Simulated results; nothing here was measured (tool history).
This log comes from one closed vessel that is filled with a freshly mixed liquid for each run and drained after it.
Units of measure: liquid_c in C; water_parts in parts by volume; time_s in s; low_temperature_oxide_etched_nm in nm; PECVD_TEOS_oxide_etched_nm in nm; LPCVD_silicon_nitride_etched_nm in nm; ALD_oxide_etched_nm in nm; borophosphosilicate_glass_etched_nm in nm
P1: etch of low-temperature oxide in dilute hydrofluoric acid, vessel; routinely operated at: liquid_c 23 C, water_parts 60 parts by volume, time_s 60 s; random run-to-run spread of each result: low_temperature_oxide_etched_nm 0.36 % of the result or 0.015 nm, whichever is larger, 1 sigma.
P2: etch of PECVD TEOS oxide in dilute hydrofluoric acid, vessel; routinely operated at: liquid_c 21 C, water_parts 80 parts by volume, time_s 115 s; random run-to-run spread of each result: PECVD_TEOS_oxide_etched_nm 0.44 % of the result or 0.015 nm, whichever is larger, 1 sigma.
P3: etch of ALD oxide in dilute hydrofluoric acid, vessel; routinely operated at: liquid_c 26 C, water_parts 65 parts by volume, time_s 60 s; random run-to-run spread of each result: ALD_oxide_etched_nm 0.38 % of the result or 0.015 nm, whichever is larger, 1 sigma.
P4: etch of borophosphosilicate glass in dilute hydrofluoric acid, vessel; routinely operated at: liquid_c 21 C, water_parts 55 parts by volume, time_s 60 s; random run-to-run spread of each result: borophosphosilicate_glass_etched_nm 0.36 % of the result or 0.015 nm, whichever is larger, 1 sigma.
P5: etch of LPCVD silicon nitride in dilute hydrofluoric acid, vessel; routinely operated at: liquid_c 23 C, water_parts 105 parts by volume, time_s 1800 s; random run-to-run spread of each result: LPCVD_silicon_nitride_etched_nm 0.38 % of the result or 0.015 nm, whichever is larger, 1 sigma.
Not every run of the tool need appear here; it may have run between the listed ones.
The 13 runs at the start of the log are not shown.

run,hour,process,liquid_c,water_parts,time_s,hours since the thermometer was replaced,hours since the hydrofluoric acid flow meter was replaced,low_temperature_oxide_etched_nm,PECVD_TEOS_oxide_etched_nm,LPCVD_silicon_nitride_etched_nm,ALD_oxide_etched_nm,borophosphosilicate_glass_etched_nm
14,197.2,P2,26.5,80,115,365.1,133.5,,24.59,,,
15,206.2,P5,23,105,1800,374.1,142.5,,,7.8794,,
16,216.8,P3,26,30,60,384.7,153.1,,,,51.457,
17,230.5,P4,21,55,60,398.4,166.8,,,,,81.572
18,241.5,P2,21,80,115,409.4,177.8,,19.703,,,
19,249.8,P1,23,60,60,417.7,186.1,36.407,,,,
20,263.7,P1,23,85,85,431.6,200,35.025,,,,
21,275.8,P4,21,55,30,443.7,212.1,,,,,40.612
22,284.6,P4,21,85,60,452.5,220.9,,,,,50.678
23,301.6,P4,21,55,60,469.5,237.9,,,,,81.03
24,316.2,P1,23,60,60,484.1,252.5,36.083,,,,
25,333.4,P3,32.5,65,60,501.3,269.7,,,,29.016,
26,343.1,P5,29.5,105,1800,511,279.4,,,11.914,,
27,360.7,P1,18.5,60,60,528.6,297,30.049,,,,
28,370.1,P1,23,60,60,538,306.4,36.479,,,,
29,382.3,P5,23,105,915,550.2,318.6,,,3.9943,,
30,391.9,P3,26,65,90,559.8,328.2,,,,34.11,
31,405.8,P1,23,60,60,573.7,342.1,36.097,,,,
32,422.6,P1,23,60,60,590.5,358.9,34.399,,,,

Estimate the outcome of run 33 from the log above:
33,435.4,P1,23,60,60,603.3,371.7,?,,,,

Run 33 produced low_temperature_oxide_etched_nm 33.866 nm.
